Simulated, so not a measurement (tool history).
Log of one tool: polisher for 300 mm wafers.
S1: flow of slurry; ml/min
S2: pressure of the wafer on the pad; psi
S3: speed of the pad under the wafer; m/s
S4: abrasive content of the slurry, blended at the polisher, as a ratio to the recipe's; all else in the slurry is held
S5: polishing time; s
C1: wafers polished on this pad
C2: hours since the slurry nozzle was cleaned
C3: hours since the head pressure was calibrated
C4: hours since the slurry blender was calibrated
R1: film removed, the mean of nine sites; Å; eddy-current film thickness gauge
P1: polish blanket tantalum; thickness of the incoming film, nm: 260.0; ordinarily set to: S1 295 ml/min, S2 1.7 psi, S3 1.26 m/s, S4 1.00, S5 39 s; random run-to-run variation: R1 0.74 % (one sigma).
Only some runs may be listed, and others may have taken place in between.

run   hour   S1   S2    S3    S4  S5    C1     C2     C3     C4      R1
  1   11.3  295  1.7  1.26  1.00  39   499  252.4  255.9  154.2  617.38
  2   26.2  295  1.7  1.90  1.00  39   624  267.3  270.8  169.1  933.56
  3   43.3  295  1.7  1.26  1.00  22   768  284.4  287.9  186.2  346.20
  4   61.1  295  2.7  1.26  1.00  39   918  302.2  305.7  204.0  977.89
  5   79.0  295  1.7  1.26  1.00  62  1068  320.1  323.6  221.9  975.76
  6   97.0  295  1.7  1.26  1.50  39  1220  338.1  341.6  239.9  688.97
  7  113.1  295  1.7  1.26  1.00  39  1355  354.2  357.7  256.0  625.80
  8  128.9  200  1.7  1.26  1.00  39  1488  370.0  373.5  271.8  591.18
     138.2  -- slurry blender recalibrated
  9  139.9  295  1.7  1.26  0.55  39  1581  381.0  384.5    1.7  497.41
 10  155.1  295  1.7  1.26  1.00  39  1709  396.2  399.7   16.9  612.68
 11  165.7  295  1.1  0.56  1.00  39  1798  406.8  410.3   27.5  180.09
     172.0  -- head pressure recalibrated
 12  178.8  295  1.7  1.26  1.00  39  1908  419.9    6.8   40.6  627.31
 13  194.2  460  1.7  1.26  1.00  39  2038  435.3   22.2   56.0  638.73
 14  204.9  295  1.7  0.64  1.00  39  2128  446.0   32.9   66.7  313.50
 15  222.4  295  0.8  1.26  1.00  39  2275  463.5   50.4   84.2  289.96
 16  237.6  295  1.7  1.26  1.00  39  2403  478.7   65.6   99.4  621.48
 17  254.8  295  1.7  1.26  1.00  39  2548  495.9   82.8  116.6  580.09
 18  263.3  295  1.7  1.26  1.00  39  2619  504.4   91.3  125.1  569.68
 19  278.0  295  1.7  1.26  1.00  39  2743  519.1  106.0  139.8  560.38
     283.0  -- slurry nozzle cleaned
 20  290.2  295  1.7  1.26  1.00  39  2846    7.2  118.2  152.0  549.12
     294.5  -- worn pad replaced by a new one
 21  305.7  295  1.7  1.26  1.00  39    95   22.7  133.7  167.5  555.02
 22  313.5  295  1.7  1.26  1.00  39   160   30.5  141.5  175.3  554.81

Compared with where it was, what P1 gives has crept away. Each cause listed below fits the log as well as the rest, at the size given for it:
A: head's pressure below its setpoint, % = 10.4
B: abrasive missing from the slurry, % = 28.8
The gradual shift began around hour 237.6.
Excluded causes, each with its reason:
removal rate lost through wear of the pad, %: serviced at hour 294.5, after the drift had started, without restoring the earlier output
slurry flow missing at the pad, %: serviced at hour 283.0, after the drift had started, without restoring the earlier output

The 4 check runs listed below each average the results of 5 wafers, and their outcomes are marked with question marks. Under which run would the listed causes produce clearly different results?
check 1  321.3  295  0.9  1.26  1.00  56                   ?
check 2  321.3  295  1.7  0.98  1.45  39                   ?
check 3  321.3  405  1.7  1.76  1.00  39                   ?
check 4  321.3  295  2.5  1.26  1.00  23                   ?

If the cause were each of the candidates in turn, the checks would give the following:
  check  result    if A    if B
check 1      R1  421.13  421.32
check 2      R1  472.80  485.24
check 3      R1  793.39  793.75
check 4      R1  480.45  480.67
How far apart the two closest causes lie, in the result that separates them most: check 1 0.04 %; check 2 2.6 %; check 3 0.04 %; check 4 0.04 %
The causes can be told apart only by check 2. The other checks would give nearly the same results under each of them.

Running check 2 produced the following: R1 471.31 Å. Which one of the listed causes fits?

A is the cause: head's pressure below its setpoint, %.

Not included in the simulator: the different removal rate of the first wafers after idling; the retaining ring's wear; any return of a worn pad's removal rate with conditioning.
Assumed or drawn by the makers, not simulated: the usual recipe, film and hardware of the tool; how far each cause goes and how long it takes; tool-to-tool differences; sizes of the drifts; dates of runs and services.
